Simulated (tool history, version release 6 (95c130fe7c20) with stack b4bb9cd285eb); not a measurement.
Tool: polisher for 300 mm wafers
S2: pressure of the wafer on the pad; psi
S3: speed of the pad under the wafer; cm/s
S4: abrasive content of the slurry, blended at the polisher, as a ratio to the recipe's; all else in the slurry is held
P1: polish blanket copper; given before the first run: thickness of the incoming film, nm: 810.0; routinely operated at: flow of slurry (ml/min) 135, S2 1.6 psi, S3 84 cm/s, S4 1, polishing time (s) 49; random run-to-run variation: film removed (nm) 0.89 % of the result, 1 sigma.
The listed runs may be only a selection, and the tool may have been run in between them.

Run 1, hour 11.9: flow of slurry (ml/min) 135, S2 1.6 psi, S3 84 cm/s, S4 1, polishing time (s) 49. Result: film removed (nm) 63.089.
Run 2, hour 23.6: flow of slurry (ml/min) 135, S2 1.6 psi, S3 84 cm/s, S4 1.25, polishing time (s) 70. Result: film removed (nm) 96.053.
At hour 33.7: worn pad replaced by a new one.
Run 3, hour 38: flow of slurry (ml/min) 135, S2 1.6 psi, S3 84 cm/s, S4 1.4, polishing time (s) 49. Result: film removed (nm) 68.74.
At hour 42.2: slurry nozzle cleaned.
Run 4, hour 44.5: flow of slurry (ml/min) 135, S2 1.6 psi, S3 84 cm/s, S4 1, polishing time (s) 26. Result: film removed (nm) 34.095.
Run 5, hour 51.3: flow of slurry (ml/min) 80, S2 1.6 psi, S3 84 cm/s, S4 1, polishing time (s) 49. Result: film removed (nm) 56.428.
Run 6, hour 61.4: flow of slurry (ml/min) 135, S2 1.6 psi, S3 84 cm/s, S4 1, polishing time (s) 49. Result: film removed (nm) 64.016.
Run 7, hour 71.5: flow of slurry (ml/min) 135, S2 1.6 psi, S3 84 cm/s, S4 1, polishing time (s) 49. Result: film removed (nm) 63.179.
Run 8, hour 78.6: flow of slurry (ml/min) 135, S2 1.6 psi, S3 84 cm/s, S4 0.75, polishing time (s) 49. Result: film removed (nm) 60.358.
Run 9, hour 93.6: flow of slurry (ml/min) 135, S2 1.6 psi, S3 84 cm/s, S4 1, polishing time (s) 49. Result: film removed (nm) 63.807.
Run 10, hour 107: flow of slurry (ml/min) 135, S2 1.6 psi, S3 84 cm/s, S4 0.6, polishing time (s) 25. Result: film removed (nm) 29.558.
Run 11, hour 117.3: flow of slurry (ml/min) 135, S2 1.6 psi, S3 54 cm/s, S4 1, polishing time (s) 49. Result: film removed (nm) 40.654.
Run 12, hour 124.5: flow of slurry (ml/min) 135, S2 1.6 psi, S3 84 cm/s, S4 1, polishing time (s) 49. Result: film removed (nm) 63.888.
Run 13, hour 132.6: flow of slurry (ml/min) 135, S2 1.6 psi, S3 126 cm/s, S4 1, polishing time (s) 49. Result: film removed (nm) 95.503.
Run 14, hour 143.7: flow of slurry (ml/min) 135, S2 1.1 psi, S3 84 cm/s, S4 1, polishing time (s) 49. Result: film removed (nm) 43.415.
Run 15, hour 154.1: flow of slurry (ml/min) 135, S2 1.6 psi, S3 84 cm/s, S4 1, polishing time (s) 68. Result: film removed (nm) 87.971.
Run 16, hour 166.8: flow of slurry (ml/min) 95, S2 1.2 psi, S3 84 cm/s, S4 1, polishing time (s) 49. Result: film removed (nm) 43.556.
At hour 169.8: head pressure recalibrated.
Run 17, hour 180.2: flow of slurry (ml/min) 135, S2 2.3 psi, S3 84 cm/s, S4 1, polishing time (s) 49. Result: film removed (nm) 92.007.
Run 18, hour 194.3: flow of slurry (ml/min) 205, S2 1.6 psi, S3 84 cm/s, S4 1, polishing time (s) 49. Result: film removed (nm) 68.576.

Expected results for the next run?
Run 19, hour 206.1: flow of slurry (ml/min) 135, S2 1.6 psi, S3 84 cm/s, S4 1, polishing time (s) 49. Result: film removed (nm) ?.

Run 19 yielded film removed (nm) 63.554.
